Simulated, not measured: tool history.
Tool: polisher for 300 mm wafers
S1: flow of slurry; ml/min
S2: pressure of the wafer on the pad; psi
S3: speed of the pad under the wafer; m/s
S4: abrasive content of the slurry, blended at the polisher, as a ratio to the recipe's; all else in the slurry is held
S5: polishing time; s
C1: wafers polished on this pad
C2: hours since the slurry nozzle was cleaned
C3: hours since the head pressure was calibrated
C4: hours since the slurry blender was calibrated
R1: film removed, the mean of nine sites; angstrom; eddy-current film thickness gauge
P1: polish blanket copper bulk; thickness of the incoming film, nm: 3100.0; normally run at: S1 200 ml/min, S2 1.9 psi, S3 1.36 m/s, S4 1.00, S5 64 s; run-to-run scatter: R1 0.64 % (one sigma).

{"run": 1, "hour": 9.2, "S1": 200, "S2": 1.9, "S3": 1.36, "S4": 1.0, "S5": 64, "C1": 618, "C2": 328.7, "C3": 923.1, "C4": 60.0, "R1": 4769.7}
{"run": 2, "hour": 26.3, "S1": 200, "S2": 1.9, "S3": 1.36, "S4": 1.3, "S5": 64, "C1": 825, "C2": 345.8, "C3": 940.2, "C4": 77.1, "R1": 5083.6}
{"hour": 32.5, "done": "slurry blender recalibrated"}
{"run": 3, "hour": 36.3, "S1": 120, "S2": 1.9, "S3": 1.36, "S4": 1.0, "S5": 64, "C1": 946, "C2": 355.8, "C3": 950.2, "C4": 3.9, "R1": 4353.0}
{"run": 4, "hour": 46.7, "S1": 200, "S2": 1.9, "S3": 1.36, "S4": 1.0, "S5": 97, "C1": 1072, "C2": 366.2, "C3": 960.6, "C4": 14.3, "R1": 7323.0}
{"hour": 51.4, "done": "slurry nozzle cleaned"}
{"run": 5, "hour": 54.6, "S1": 315, "S2": 1.9, "S3": 1.36, "S4": 1.0, "S5": 64, "C1": 1168, "C2": 3.2, "C3": 968.5, "C4": 22.2, "R1": 5053.5}
{"run": 6, "hour": 71.5, "S1": 200, "S2": 0.9, "S3": 1.36, "S4": 1.0, "S5": 64, "C1": 1372, "C2": 20.1, "C3": 985.4, "C4": 39.1, "R1": 2279.8}
{"run": 7, "hour": 85.4, "S1": 200, "S2": 1.9, "S3": 1.36, "S4": 1.0, "S5": 64, "C1": 1541, "C2": 34.0, "C3": 999.3, "C4": 53.0, "R1": 4852.5}
{"run": 8, "hour": 94.0, "S1": 200, "S2": 1.9, "S3": 2.0, "S4": 1.0, "S5": 40, "C1": 1645, "C2": 42.6, "C3": 1007.9, "C4": 61.6, "R1": 4378.8}
{"run": 9, "hour": 104.2, "S1": 200, "S2": 1.9, "S3": 2.02, "S4": 1.0, "S5": 64, "C1": 1768, "C2": 52.8, "C3": 1018.1, "C4": 71.8, "R1": 7083.8}
{"run": 10, "hour": 112.9, "S1": 200, "S2": 1.9, "S3": 1.36, "S4": 1.0, "S5": 64, "C1": 1873, "C2": 61.5, "C3": 1026.8, "C4": 80.5, "R1": 4773.9}
{"run": 11, "hour": 130.0, "S1": 200, "S2": 1.9, "S3": 0.78, "S4": 1.0, "S5": 64, "C1": 2080, "C2": 78.6, "C3": 1043.9, "C4": 97.6, "R1": 2777.8}
{"run": 12, "hour": 143.4, "S1": 200, "S2": 1.9, "S3": 1.36, "S4": 0.65, "S5": 64, "C1": 2242, "C2": 92.0, "C3": 1057.3, "C4": 111.0, "R1": 4392.2}
{"run": 13, "hour": 153.4, "S1": 200, "S2": 1.9, "S3": 1.36, "S4": 1.0, "S5": 64, "C1": 2363, "C2": 102.0, "C3": 1067.3, "C4": 121.0, "R1": 4844.5}
{"run": 14, "hour": 163.9, "S1": 200, "S2": 1.9, "S3": 2.0, "S4": 1.0, "S5": 84, "C1": 2490, "C2": 112.5, "C3": 1077.8, "C4": 131.5, "R1": 9317.1}
{"run": 15, "hour": 176.2, "S1": 200, "S2": 2.7, "S3": 1.36, "S4": 1.0, "S5": 64, "C1": 2639, "C2": 124.8, "C3": 1090.1, "C4": 143.8, "R1": 6813.6}
{"hour": 177.9, "done": "head pressure recalibrated"}
{"run": 16, "hour": 186.9, "S1": 200, "S2": 1.9, "S3": 1.36, "S4": 1.0, "S5": 32, "C1": 2769, "C2": 135.5, "C3": 9.1, "C4": 154.5, "R1": 2404.9}
{"run": 17, "hour": 202.5, "S1": 200, "S2": 2.5, "S3": 1.36, "S4": 0.55, "S5": 64, "C1": 2958, "C2": 151.1, "C3": 24.7, "C4": 170.1, "R1": 5642.9}
{"run": 18, "hour": 210.7, "S1": 200, "S2": 1.9, "S3": 1.36, "S4": 1.0, "S5": 64, "C1": 3057, "C2": 159.3, "C3": 32.9, "C4": 178.3, "R1": 4818.5}
{"run": 19, "hour": 220.0, "S1": 200, "S2": 1.9, "S3": 1.36, "S4": 1.0, "S5": 64, "C1": 3169, "C2": 168.6, "C3": 42.2, "C4": 187.6, "R1": 4608.0}
{"run": 20, "hour": 237.2, "S1": 200, "S2": 1.9, "S3": 1.36, "S4": 1.0, "S5": 64, "C1": 3378, "C2": 185.8, "C3": 59.4, "C4": 204.8, "R1": 4485.3}
{"hour": 245.3, "done": "head pressure recalibrated"}
{"run": 21, "hour": 246.2, "S1": 200, "S2": 1.9, "S3": 1.36, "S4": 1.0, "S5": 64, "C1": 3486, "C2": 194.8, "C3": 1.0, "C4": 213.8, "R1": 4534.1}
{"run": 22, "hour": 257.6, "S1": 200, "S2": 1.9, "S3": 1.36, "S4": 1.0, "S5": 64, "C1": 3624, "C2": 206.2, "C3": 12.4, "C4": 225.2, "R1": 4400.4}
{"hour": 259.6, "done": "slurry blender recalibrated"}
{"run": 23, "hour": 272.7, "S1": 200, "S2": 1.9, "S3": 1.36, "S4": 1.0, "S5": 64, "C1": 3807, "C2": 221.3, "C3": 27.5, "C4": 13.2, "R1": 4394.5}
{"run": 24, "hour": 284.9, "S1": 200, "S2": 1.9, "S3": 1.36, "S4": 1.0, "S5": 64, "C1": 3955, "C2": 233.5, "C3": 39.7, "C4": 25.4, "R1": 4409.5}

What P1 gives has crept away from where it was. These 2 causes fit the log equally well, each at the size given:
A: slurry flow missing at the pad, % = 39.6
B: removal rate lost through wear of the pad, % = 8.24
The creep began at about hour 210.7.
Why every other cause is out:
head's pressure below its setpoint, %: serviced at hour 245.3, which brought nothing back
abrasive missing from the slurry, %: serviced at hour 259.6, which brought nothing back

4 check runs are offered, each on 5 wafers whose results are averaged, their results left as question marks. Which one tells the causes apart?
{"run": "check 1", "hour": 297.1, "S1": 200, "S2": 1.9, "S3": 1.02, "S4": 1.0, "S5": 64, "R1": "?"}
{"run": "check 2", "hour": 297.1, "S1": 200, "S2": 1.9, "S3": 1.36, "S4": 0.75, "S5": 87, "R1": "?"}
{"run": "check 3", "hour": 297.1, "S1": 200, "S2": 1.5, "S3": 1.36, "S4": 1.0, "S5": 64, "R1": "?"}
{"run": "check 4", "hour": 297.1, "S1": 285, "S2": 1.9, "S3": 1.36, "S4": 1.0, "S5": 51, "R1": "?"}

What each check would give under each cause:
check=check_1 result=R1 if_A=3301.5 if_B=3301.2
check=check_2 result=R1 if_A=5632.3 if_B=5631.7
check=check_3 result=R1 if_A=3475.3 if_B=3474.9
check=check_4 result=R1 if_A=3741.1 if_B=3651.3
How far apart the two closest causes lie, in the result that separates them most: check 1 0.01 %; check 2 0.01 %; check 3 0.01 %; check 4 2.43 %
Check 4 tells the causes apart: in the others they would give nearly the same result.

Check 4 was then run and gave: R1 3641.0 angstrom. Which cause is it?

It is B: removal rate lost through wear of the pad, %.

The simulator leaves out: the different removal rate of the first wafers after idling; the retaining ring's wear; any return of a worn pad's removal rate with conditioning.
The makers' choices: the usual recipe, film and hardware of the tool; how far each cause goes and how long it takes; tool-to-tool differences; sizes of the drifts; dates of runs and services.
